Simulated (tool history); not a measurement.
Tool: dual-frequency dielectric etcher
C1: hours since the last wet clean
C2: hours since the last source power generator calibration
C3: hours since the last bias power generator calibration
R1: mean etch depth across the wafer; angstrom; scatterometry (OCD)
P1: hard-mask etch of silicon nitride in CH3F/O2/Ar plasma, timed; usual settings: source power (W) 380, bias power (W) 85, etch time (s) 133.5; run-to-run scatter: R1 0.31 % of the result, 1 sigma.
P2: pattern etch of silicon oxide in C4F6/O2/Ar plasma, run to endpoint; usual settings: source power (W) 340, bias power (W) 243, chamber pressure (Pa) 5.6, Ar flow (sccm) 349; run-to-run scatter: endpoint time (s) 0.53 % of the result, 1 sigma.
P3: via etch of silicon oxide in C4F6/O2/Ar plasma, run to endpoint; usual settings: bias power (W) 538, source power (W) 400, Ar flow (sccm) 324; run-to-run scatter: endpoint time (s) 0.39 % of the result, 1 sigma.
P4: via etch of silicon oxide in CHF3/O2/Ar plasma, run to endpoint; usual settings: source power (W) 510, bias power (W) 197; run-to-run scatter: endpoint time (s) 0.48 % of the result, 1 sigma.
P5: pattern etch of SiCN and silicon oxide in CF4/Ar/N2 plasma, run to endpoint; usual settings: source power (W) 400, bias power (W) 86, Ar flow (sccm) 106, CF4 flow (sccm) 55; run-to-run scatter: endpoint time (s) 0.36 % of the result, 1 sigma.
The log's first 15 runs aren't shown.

{"run": 16, "hour": 202.6, "process that ran": "P3", "source power (W)": 400, "bias power (W)": 538, "Ar flow (sccm)": 448, "C1": 130.8, "C2": 2335.4, "C3": 2455.2, "endpoint time (s)": 37.069}
{"run": 17, "hour": 216.4, "process that ran": "P1", "source power (W)": 380, "bias power (W)": 85, "etch time (s)": 182.5, "C1": 144.6, "C2": 2349.2, "C3": 2469, "R1": 1311.3}
{"run": 18, "hour": 231.9, "process that ran": "P1", "source power (W)": 380, "bias power (W)": 85, "etch time (s)": 133.5, "C1": 160.1, "C2": 2364.7, "C3": 2484.5, "R1": 961.07}
{"run": 19, "hour": 247.4, "process that ran": "P2", "source power (W)": 340, "bias power (W)": 243, "chamber pressure (Pa)": 5.6, "Ar flow (sccm)": 349, "C1": 175.6, "C2": 2380.2, "C3": 2500, "endpoint time (s)": 10.222}
{"run": 20, "hour": 259.7, "process that ran": "P2", "source power (W)": 340, "bias power (W)": 243, "chamber pressure (Pa)": 5.6, "Ar flow (sccm)": 349, "C1": 187.9, "C2": 2392.5, "C3": 2512.3, "endpoint time (s)": 10.169}
{"run": 21, "hour": 275.7, "process that ran": "P5", "source power (W)": 400, "bias power (W)": 86, "Ar flow (sccm)": 106, "CF4 flow (sccm)": 68, "C1": 203.9, "C2": 2408.5, "C3": 2528.3, "endpoint time (s)": 19.6}
{"run": 22, "hour": 285.2, "process that ran": "P1", "source power (W)": 380, "bias power (W)": 85, "etch time (s)": 133.5, "C1": 213.4, "C2": 2418, "C3": 2537.8, "R1": 963.22}
{"run": 23, "hour": 299.6, "process that ran": "P4", "source power (W)": 510, "bias power (W)": 197, "C1": 227.8, "C2": 2432.4, "C3": 2552.2, "endpoint time (s)": 358.16}
{"run": 24, "hour": 316.7, "process that ran": "P1", "source power (W)": 540, "bias power (W)": 85, "etch time (s)": 133.5, "C1": 244.9, "C2": 2449.5, "C3": 2569.3, "R1": 1093.5}
{"run": 25, "hour": 331.2, "process that ran": "P2", "source power (W)": 450, "bias power (W)": 243, "chamber pressure (Pa)": 5.6, "Ar flow (sccm)": 349, "C1": 259.4, "C2": 2464, "C3": 2583.8, "endpoint time (s)": 9.1469}
{"run": 26, "hour": 344.3, "process that ran": "P4", "source power (W)": 510, "bias power (W)": 258, "C1": 272.5, "C2": 2477.1, "C3": 2596.9, "endpoint time (s)": 328.3}
{"run": 27, "hour": 361.2, "process that ran": "P4", "source power (W)": 510, "bias power (W)": 197, "C1": 289.4, "C2": 2494, "C3": 2613.8, "endpoint time (s)": 355.6}
{"run": 28, "hour": 373.2, "process that ran": "P1", "source power (W)": 260, "bias power (W)": 54, "etch time (s)": 133.5, "C1": 301.4, "C2": 2506, "C3": 2625.8, "R1": 714.71}
{"run": 29, "hour": 388.1, "process that ran": "P2", "source power (W)": 340, "bias power (W)": 243, "chamber pressure (Pa)": 5.6, "Ar flow (sccm)": 273, "C1": 316.3, "C2": 2520.9, "C3": 2640.7, "endpoint time (s)": 9.9219}
{"run": 30, "hour": 403.6, "process that ran": "P3", "source power (W)": 400, "bias power (W)": 538, "Ar flow (sccm)": 324, "C1": 331.8, "C2": 2536.4, "C3": 2656.2, "endpoint time (s)": 35.865}

Run 31 comes next. What will it give?
{"run": 31, "hour": 417.8, "process that ran": "P1", "source power (W)": 380, "bias power (W)": 85, "etch time (s)": 73.5, "C1": 346, "C2": 2550.6, "C3": 2670.4, "R1": "?"}

R1: 528.36 angstrom
